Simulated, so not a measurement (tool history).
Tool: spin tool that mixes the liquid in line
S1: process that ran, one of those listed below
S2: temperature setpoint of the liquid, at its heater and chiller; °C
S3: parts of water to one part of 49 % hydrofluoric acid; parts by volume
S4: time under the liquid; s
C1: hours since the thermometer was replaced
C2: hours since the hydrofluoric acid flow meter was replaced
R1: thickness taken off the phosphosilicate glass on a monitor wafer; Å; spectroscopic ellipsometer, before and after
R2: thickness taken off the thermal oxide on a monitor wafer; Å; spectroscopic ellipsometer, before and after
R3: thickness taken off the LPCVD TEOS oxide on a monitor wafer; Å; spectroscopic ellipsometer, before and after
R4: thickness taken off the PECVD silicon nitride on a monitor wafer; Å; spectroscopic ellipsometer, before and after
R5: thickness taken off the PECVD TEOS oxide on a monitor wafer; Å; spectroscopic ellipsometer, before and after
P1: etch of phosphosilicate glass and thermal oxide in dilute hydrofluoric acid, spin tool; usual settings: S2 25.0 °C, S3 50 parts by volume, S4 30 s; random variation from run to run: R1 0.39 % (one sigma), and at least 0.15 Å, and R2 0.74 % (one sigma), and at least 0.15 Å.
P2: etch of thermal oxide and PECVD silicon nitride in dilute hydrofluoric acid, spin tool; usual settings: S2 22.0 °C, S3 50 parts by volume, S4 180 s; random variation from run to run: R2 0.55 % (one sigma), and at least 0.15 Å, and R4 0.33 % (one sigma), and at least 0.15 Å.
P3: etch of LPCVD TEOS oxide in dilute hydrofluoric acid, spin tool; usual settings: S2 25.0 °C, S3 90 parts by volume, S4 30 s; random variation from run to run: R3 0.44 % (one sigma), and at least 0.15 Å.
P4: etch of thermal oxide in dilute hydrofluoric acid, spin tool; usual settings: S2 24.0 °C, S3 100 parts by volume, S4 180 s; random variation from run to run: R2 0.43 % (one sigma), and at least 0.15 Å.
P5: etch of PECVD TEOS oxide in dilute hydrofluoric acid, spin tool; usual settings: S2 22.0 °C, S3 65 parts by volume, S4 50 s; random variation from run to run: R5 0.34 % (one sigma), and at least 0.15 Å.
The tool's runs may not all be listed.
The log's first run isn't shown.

{"run": 2, "day": 0.825, "S1": "P3", "S2": 25.0, "S3": 90, "S4": 30, "C1": 763.5, "C2": 412.6, "R3": 135.38}
{"run": 3, "day": 1.162, "S1": "P2", "S2": 22.0, "S3": 50, "S4": 15, "C1": 771.6, "C2": 420.7, "R2": 13.125, "R4": 9.9256}
{"run": 4, "day": 1.433, "S1": "P3", "S2": 31.0, "S3": 90, "S4": 30, "C1": 778.1, "C2": 427.2, "R3": 170.61}
{"run": 5, "day": 1.95, "S1": "P1", "S2": 25.0, "S3": 20, "S4": 30, "C1": 790.5, "C2": 439.6, "R1": 2208.1, "R2": 81.244}
{"run": 6, "day": 2.233, "S1": "P1", "S2": 25.0, "S3": 50, "S4": 65, "C1": 797.3, "C2": 446.4, "R1": 1831.1, "R2": 67.514}
{"run": 7, "day": 2.55, "S1": "P5", "S2": 22.0, "S3": 65, "S4": 50, "C1": 804.9, "C2": 454.0, "R5": 65.071}
{"run": 8, "day": 2.983, "S1": "P4", "S2": 24.0, "S3": 30, "S4": 180, "C1": 815.3, "C2": 464.4, "R2": 302.74}
{"run": 9, "day": 3.304, "S1": "P3", "S2": 25.0, "S3": 25, "S4": 30, "C1": 823.0, "C2": 472.1, "R3": 532.25}
{"run": 10, "day": 3.592, "S1": "P1", "S2": 19.0, "S3": 80, "S4": 30, "C1": 829.9, "C2": 479.0, "R1": 400.75, "R2": 14.762}
{"run": 11, "day": 3.938, "S1": "P2", "S2": 22.0, "S3": 50, "S4": 180, "C1": 838.2, "C2": 487.3, "R2": 156.61, "R4": 120.45}
{"run": 12, "day": 4.392, "S1": "P1", "S2": 18.5, "S3": 50, "S4": 30, "C1": 849.1, "C2": 498.2, "R1": 644.8, "R2": 23.73}
{"run": 13, "day": 4.667, "S1": "P3", "S2": 25.0, "S3": 90, "S4": 45, "C1": 855.7, "C2": 504.8, "R3": 202.86}
{"run": 14, "day": 5.158, "S1": "P3", "S2": 25.0, "S3": 90, "S4": 30, "C1": 867.5, "C2": 516.6, "R3": 136.53}
{"run": 15, "day": 5.554, "S1": "P1", "S2": 33.0, "S3": 50, "S4": 30, "C1": 877.0, "C2": 526.1, "R1": 1161.2, "R2": 42.866}
{"run": 16, "day": 5.912, "S1": "P5", "S2": 17.0, "S3": 65, "S4": 50, "C1": 885.6, "C2": 534.7, "R5": 52.679}
{"run": 17, "day": 6.392, "S1": "P1", "S2": 25.0, "S3": 50, "S4": 30, "C1": 897.1, "C2": 546.2, "R1": 849.34, "R2": 30.619}
{"run": 18, "day": 6.688, "S1": "P5", "S2": 22.0, "S3": 105, "S4": 50, "C1": 904.2, "C2": 553.3, "R5": 38.341}
{"run": 19, "day": 7.15, "S1": "P5", "S2": 22.0, "S3": 65, "S4": 20, "C1": 915.3, "C2": 564.4, "R5": 25.937}
{"run": 20, "day": 7.408, "S1": "P2", "S2": 27.0, "S3": 50, "S4": 180, "C1": 921.5, "C2": 570.6, "R2": 197.31, "R4": 168.16}
{"run": 21, "day": 7.646, "S1": "P2", "S2": 22.0, "S3": 80, "S4": 180, "C1": 927.2, "C2": 576.3, "R2": 96.352, "R4": 75.831}

The next listed run, before its measurement:
{"run": 22, "day": 8.067, "S1": "P1", "S2": 30.5, "S3": 50, "S4": 60, "C1": 937.3, "C2": 586.4, "R1": "?", "R2": "?"}

{"run 22": {"R1": 2107.6, "R2": 77.36}}
